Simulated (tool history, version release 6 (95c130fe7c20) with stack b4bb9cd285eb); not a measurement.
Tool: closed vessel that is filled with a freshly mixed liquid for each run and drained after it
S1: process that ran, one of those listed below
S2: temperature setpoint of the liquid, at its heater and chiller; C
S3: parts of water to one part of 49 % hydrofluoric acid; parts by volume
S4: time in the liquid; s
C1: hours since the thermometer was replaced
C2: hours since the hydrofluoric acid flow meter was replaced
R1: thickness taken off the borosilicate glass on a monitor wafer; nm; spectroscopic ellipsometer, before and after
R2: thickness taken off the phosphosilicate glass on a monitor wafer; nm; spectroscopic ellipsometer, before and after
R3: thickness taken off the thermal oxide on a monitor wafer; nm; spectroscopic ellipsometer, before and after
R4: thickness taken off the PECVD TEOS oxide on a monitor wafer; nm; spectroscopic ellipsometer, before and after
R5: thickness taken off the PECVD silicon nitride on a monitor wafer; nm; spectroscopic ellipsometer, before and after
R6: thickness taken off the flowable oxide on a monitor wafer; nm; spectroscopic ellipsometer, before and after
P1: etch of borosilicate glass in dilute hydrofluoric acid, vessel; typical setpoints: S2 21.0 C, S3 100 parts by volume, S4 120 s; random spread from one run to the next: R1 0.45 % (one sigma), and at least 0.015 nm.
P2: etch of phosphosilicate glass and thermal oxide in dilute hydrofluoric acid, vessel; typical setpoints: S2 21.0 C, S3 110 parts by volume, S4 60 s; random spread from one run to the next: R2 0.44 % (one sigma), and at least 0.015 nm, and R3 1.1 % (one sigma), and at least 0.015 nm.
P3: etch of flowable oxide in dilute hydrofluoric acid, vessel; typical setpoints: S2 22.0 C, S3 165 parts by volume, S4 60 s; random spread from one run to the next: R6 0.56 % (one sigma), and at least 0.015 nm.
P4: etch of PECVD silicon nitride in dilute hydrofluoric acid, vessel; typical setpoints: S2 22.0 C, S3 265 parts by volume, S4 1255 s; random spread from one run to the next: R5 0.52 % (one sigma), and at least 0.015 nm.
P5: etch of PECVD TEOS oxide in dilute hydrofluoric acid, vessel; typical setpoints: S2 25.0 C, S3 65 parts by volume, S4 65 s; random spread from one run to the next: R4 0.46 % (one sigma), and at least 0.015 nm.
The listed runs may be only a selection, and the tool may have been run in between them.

run	hour	S1	S2	S3	S4	C1	C2	R1	R2	R3	R4	R5	R6
1	2.7	P1	21.0	100	120	561.8	323.2	32.212					
2	6.4	P1	17.0	170	120	565.5	326.9	15.132					
3	9.7	P2	21.0	30	60	568.8	330.2		116.980	8.9284			
4	13.4	P5	25.0	65	65	572.5	333.9				16.2690		
5	17.2	P1	21.0	100	55	576.3	337.7	14.829					
6	22.3	P1	21.0	100	120	581.4	342.8	32.219					
7	25.1	P1	21.0	140	30	584.2	345.6	5.489					
8	28.2	P4	22.0	135	1255	587.3	348.7					18.7000	
9	31.3	P1	17.0	100	120	590.4	351.8	27.265					
10	35.4	P4	22.0	265	1255	594.5	355.9					9.5676	
11	38.4	P5	25.0	65	65	597.5	358.9				16.2090		
12	44.4	P5	25.0	20	65	603.5	364.9				56.3340		
13	50.3	P5	18.5	65	65	609.4	370.8				12.5080		
14	53.1	P3	18.5	165	60	612.2	373.6						11.1170
15	57.7	P4	22.0	265	1855	616.8	378.2					14.2420	
16	62.8	P5	25.0	65	30	621.9	383.3				7.5082		
17	66.2	P4	27.0	265	1255	625.3	386.7					12.9610	
18	69.7	P3	22.0	165	60	628.8	390.2						12.6890
19	72.5	P1	21.0	100	180	631.6	393.0	48.182					
20	78.3	P1	26.0	100	120	637.4	398.8	39.430					
21	82.6	P2	21.0	110	60	641.7	403.1		28.672	2.2504			
22	86.9	P2	21.0	110	30	646.0	407.4		14.486	1.1248			
23	90.3	P1	21.0	100	120	649.4	410.8	32.144					
24	96.0	P1	21.0	50	120	655.1	416.5	68.498					
25	98.9	P1	21.0	140	120	658.0	419.4	22.110					
26	102.7	P2	27.0	110	60	661.8	423.2		36.492	2.9138			
27	105.5	P3	22.0	165	30	664.6	426.0						6.2674
28	108.5	P1	21.0	100	120	667.6	429.0	32.353					
29	113.5	P4	22.0	265	1255	672.6	434.0					9.6925	
30	118.0	P1	21.0	100	120	677.1	438.5	32.495					
31	121.8	P1	21.0	100	120	680.9	442.3	32.241					
32	126.0	P3	22.0	225	60	685.1	446.5						8.7183
33	129.7	P1	25.5	135	120	688.8	450.2	27.407					
34	135.4	P1	21.0	100	120	694.5	455.9	32.294					
35	139.3	P1	21.0	100	120	698.4	459.8	33.129					
36	143.6	P1	21.0	100	120	702.7	464.1	33.573					
37	149.0	P1	21.0	100	120	708.1	469.5	33.974					
38	152.3	P1	21.0	100	120	711.4	472.8	34.231					
39	157.6	P1	21.0	100	120	716.7	478.1	34.027					
40	160.3	P1	21.0	100	120	719.4	480.8	34.333					

P1 has crept away from where it was. The log is fitted equally well by each of these 2 causes, at the sizes shown:
A: hydrofluoric acid flow above the setpoint (%) = 5.56
B: liquid hotter than its thermometer reads (K) = 1.49
Creep in the process output first set in at about hour 135.4.

Of the 4 check runs listed below, each run on one wafer and each result written as a question mark, which would let you distinguish the listed causes because they would give clearly different results?
check 1	163.0	P4	22.0	265	1255							?	
check 2	163.0	P2	21.0	110	60				?	?			
check 3	163.0	P3	22.0	165	60								?
check 4	163.0	P5	25.0	65	65						?		

Predicted outcomes, by check and by cause:
check	result	if A	if B
check 1	R5	10.1510	10.5670
check 2	R2	30.618	30.594
check 2	R3	2.4070	2.4052
check 3	R6	13.4480	13.3630
check 4	R4	17.3100	17.3300
Smallest distance between any two causes, each pair judged by its most separating result, in per cent: check 1 4.02 %; check 2 0.08 %; check 3 0.63 %; check 4 0.11 %
Check 1 is the one run that separates the causes; every other check would come out nearly the same whichever cause is at work.

Check 1 was then run and gave: R5 10.1540 nm. Which cause is it?

The correct cause is A, namely: hydrofluoric acid flow above the setpoint (%).

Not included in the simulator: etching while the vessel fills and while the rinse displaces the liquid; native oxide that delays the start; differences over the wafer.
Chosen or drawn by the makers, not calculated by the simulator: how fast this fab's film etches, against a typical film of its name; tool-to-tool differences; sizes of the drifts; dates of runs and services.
